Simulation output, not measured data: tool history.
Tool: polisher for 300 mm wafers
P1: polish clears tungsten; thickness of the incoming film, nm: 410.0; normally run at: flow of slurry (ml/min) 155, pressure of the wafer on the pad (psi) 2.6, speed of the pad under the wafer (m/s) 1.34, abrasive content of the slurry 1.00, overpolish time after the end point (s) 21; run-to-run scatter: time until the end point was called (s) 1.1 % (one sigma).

run    day  flow of slurry (ml/min)  pressure of the wafer on the pad (psi)  speed of the pad under the wafer (m/s)  abrasive content of the slurry  overpolish time after the end point (s)  wafers polished on this pad  hours since the slurry nozzle was cleaned  hours since the head pressure was calibrated  hours since the slurry blender was calibrated  hours since the slurry got fresh peroxide  time until the end point was called (s)
  1  0.321                      155                                     2.6                                    1.34                            1.00                                       21                          543                                      165.2                                         652.3                                          111.1                                       17.2                                  109.140
  2  0.954                      155                                     2.6                                    1.34                            1.00                                       21                          698                                      180.4                                         667.5                                          126.3                                       32.4                                  110.060
  3  1.662                      155                                     4.1                                    1.34                            1.00                                       21                          870                                      197.4                                         684.5                                          143.3                                       49.4                                   68.900
  4  2.271                      155                                     2.6                                    0.62                            1.00                                       21                         1019                                      212.0                                         699.1                                          157.9                                       64.0                                  240.450
  5  2.721                      155                                     2.6                                    1.34                            0.70                                       21                         1128                                      222.8                                         709.9                                          168.7                                       74.8                                  119.570
  6  3.362                      155                                     2.6                                    1.34                            1.00                                       21                         1285                                      238.2                                         725.3                                          184.1                                       90.2                                  111.420
  7  3.858                      155                                     2.6                                    1.34                            1.35                                       21                         1405                                      250.1                                         737.2                                          196.0                                      102.1                                  101.170
  8  4.308                      155                                     2.6                                    2.06                            1.00                                       21                         1515                                      260.9                                         748.0                                          206.8                                      112.9                                   72.453
  9  4.942                       95                                     2.6                                    1.34                            1.00                                       21                         1669                                      276.1                                         763.2                                          222.0                                      128.1                                  121.410
 10  5.396                      155                                     2.6                                    1.34                            1.00                                       21                         1780                                      287.0                                         774.1                                          232.9                                      139.0                                  109.200
 11  5.938                      155                                     2.6                                    1.34                            1.00                                       30                         1912                                      300.0                                         787.1                                          245.9                                      152.0                                  111.490
 12  6.667                      155                                     2.6                                    1.34                            1.00                                        9                         2090                                      317.5                                         804.6                                          263.4                                      169.5                                  109.820
 13  7.062                      155                                     1.3                                    1.34                            1.00                                       21                         2186                                      327.0                                         814.1                                          272.9                                      179.0                                  216.810
 14  7.788                      155                                     2.6                                    0.88                            1.00                                        6                         2363                                      344.4                                         831.5                                          290.3                                      196.4                                  167.610
 15  8.388                      210                                     2.6                                    1.34                            1.00                                       21                         2509                                      358.8                                         845.9                                          304.7                                      210.8                                  106.450

Run 16 comes next. What will it give?
 16  8.950                      155                                     2.6                                    1.34                            1.00                                       21                         2646                                      372.3                                         859.4                                          318.2                                      224.3                                        ?

Run 16 gave time until the end point was called (s) 111.830.
